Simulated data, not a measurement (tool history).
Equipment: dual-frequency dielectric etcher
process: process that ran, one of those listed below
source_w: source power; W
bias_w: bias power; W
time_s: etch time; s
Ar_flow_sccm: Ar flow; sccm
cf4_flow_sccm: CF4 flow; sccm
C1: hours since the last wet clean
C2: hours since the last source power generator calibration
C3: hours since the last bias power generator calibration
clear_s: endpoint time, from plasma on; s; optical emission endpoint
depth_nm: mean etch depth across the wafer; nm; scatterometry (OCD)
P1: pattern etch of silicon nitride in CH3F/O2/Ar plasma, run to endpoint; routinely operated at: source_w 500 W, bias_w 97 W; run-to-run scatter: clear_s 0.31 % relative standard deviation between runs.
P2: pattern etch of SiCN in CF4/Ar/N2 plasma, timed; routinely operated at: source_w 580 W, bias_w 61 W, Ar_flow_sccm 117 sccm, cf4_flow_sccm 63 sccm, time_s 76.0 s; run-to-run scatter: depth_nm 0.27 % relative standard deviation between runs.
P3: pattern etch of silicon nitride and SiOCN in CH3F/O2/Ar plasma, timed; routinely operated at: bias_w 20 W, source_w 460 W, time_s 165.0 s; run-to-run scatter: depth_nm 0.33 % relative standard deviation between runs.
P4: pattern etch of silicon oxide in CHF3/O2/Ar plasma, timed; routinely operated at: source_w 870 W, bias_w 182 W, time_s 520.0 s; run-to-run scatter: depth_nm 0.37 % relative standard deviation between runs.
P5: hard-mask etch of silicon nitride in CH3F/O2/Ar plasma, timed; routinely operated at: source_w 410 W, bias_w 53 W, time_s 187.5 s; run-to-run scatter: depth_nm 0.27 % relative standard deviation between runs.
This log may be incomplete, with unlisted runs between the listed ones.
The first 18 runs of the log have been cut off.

Run 19, hour 95.5: process P5, source_w 410 W, bias_w 72 W, time_s 187.5 s; C1 344.0; C2 2184.1; C3 1080.7. Result: depth_nm 128.960 nm.
Run 20, hour 100.7: process P1, source_w 500 W, bias_w 97 W; C1 349.2; C2 2189.3; C3 1085.9. Result: clear_s 38.287 s.
Run 21, hour 105.4: process P2, source_w 580 W, bias_w 61 W, time_s 47.0 s, Ar_flow_sccm 117 sccm, cf4_flow_sccm 63 sccm; C1 353.9; C2 2194.0; C3 1090.6. Result: depth_nm 46.152 nm.
Run 22, hour 111.0: process P1, source_w 500 W, bias_w 97 W; C1 359.5; C2 2199.6; C3 1096.2. Result: clear_s 38.130 s.
Run 23, hour 115.8: process P1, source_w 690 W, bias_w 67 W; C1 364.3; C2 2204.4; C3 1101.0. Result: clear_s 38.395 s.
Run 24, hour 119.3: process P3, source_w 460 W, bias_w 20 W, time_s 165.0 s; C1 367.8; C2 2207.9; C3 1104.5. Result: depth_nm 23.190 nm.
Run 25, hour 122.0: process P2, source_w 580 W, bias_w 73 W, time_s 76.0 s, Ar_flow_sccm 117 sccm, cf4_flow_sccm 63 sccm; C1 370.5; C2 2210.6; C3 1107.2. Result: depth_nm 79.569 nm.
Run 26, hour 127.3: process P1, source_w 500 W, bias_w 97 W; C1 375.8; C2 2215.9; C3 1112.5. Result: clear_s 38.272 s.
Run 27, hour 130.1: process P3, source_w 460 W, bias_w 20 W, time_s 222.5 s; C1 378.6; C2 2218.7; C3 1115.3. Result: depth_nm 31.650 nm.
Run 28, hour 136.2: process P1, source_w 500 W, bias_w 97 W; C1 384.7; C2 2224.8; C3 1121.4. Result: clear_s 38.245 s.
Run 29, hour 139.6: process P1, source_w 500 W, bias_w 97 W; C1 388.1; C2 2228.2; C3 1124.8. Result: clear_s 38.226 s.
Run 30, hour 143.9: process P5, source_w 290 W, bias_w 53 W, time_s 187.5 s; C1 392.4; C2 2232.5; C3 1129.1. Result: depth_nm 102.280 nm.
Run 31, hour 149.0: process P5, source_w 410 W, bias_w 53 W, time_s 187.5 s; C1 397.5; C2 2237.6; C3 1134.2. Result: depth_nm 116.110 nm.
Run 32, hour 155.1: process P1, source_w 640 W, bias_w 97 W; C1 403.6; C2 2243.7; C3 1140.3. Result: clear_s 35.032 s.
Run 33, hour 160.8: process P2, source_w 580 W, bias_w 61 W, time_s 76.0 s, Ar_flow_sccm 117 sccm, cf4_flow_sccm 38 sccm; C1 409.3; C2 2249.4; C3 1146.0. Result: depth_nm 68.514 nm.
Run 34, hour 166.4: process P1, source_w 500 W, bias_w 97 W; C1 414.9; C2 2255.0; C3 1151.6. Result: clear_s 38.380 s.
Run 35, hour 172.5: process P1, source_w 500 W, bias_w 97 W; C1 421.0; C2 2261.1; C3 1157.7. Result: clear_s 38.210 s.
Run 36, hour 176.4: process P1, source_w 500 W, bias_w 97 W; C1 424.9; C2 2265.0; C3 1161.6. Result: clear_s 37.889 s.
Run 37, hour 179.2: process P1, source_w 500 W, bias_w 97 W; C1 427.7; C2 2267.8; C3 1164.4. Result: clear_s 38.037 s.
Run 38, hour 185.4: process P1, source_w 500 W, bias_w 97 W; C1 433.9; C2 2274.0; C3 1170.6. Result: clear_s 37.853 s.
Run 39, hour 189.7: process P1, source_w 500 W, bias_w 97 W; C1 438.2; C2 2278.3; C3 1174.9. Result: clear_s 37.976 s.
Run 40, hour 194.1: process P1, source_w 500 W, bias_w 97 W; C1 442.6; C2 2282.7; C3 1179.3. Result: clear_s 37.781 s.
Run 41, hour 199.9: process P1, source_w 500 W, bias_w 97 W; C1 448.4; C2 2288.5; C3 1185.1. Result: clear_s 37.826 s.
At hour 202.6: wet clean of the chamber.
Run 42, hour 203.4: process P1, source_w 500 W, bias_w 97 W; C1 0.8; C2 2292.0; C3 1188.6. Result: clear_s 37.814 s.

What will run 43 give?
Run 43, hour 207.3: process P1, source_w 500 W, bias_w 97 W; C1 4.7; C2 2295.9; C3 1192.5. Result: clear_s ?.

{"run 43": {"clear_s": 37.658}}

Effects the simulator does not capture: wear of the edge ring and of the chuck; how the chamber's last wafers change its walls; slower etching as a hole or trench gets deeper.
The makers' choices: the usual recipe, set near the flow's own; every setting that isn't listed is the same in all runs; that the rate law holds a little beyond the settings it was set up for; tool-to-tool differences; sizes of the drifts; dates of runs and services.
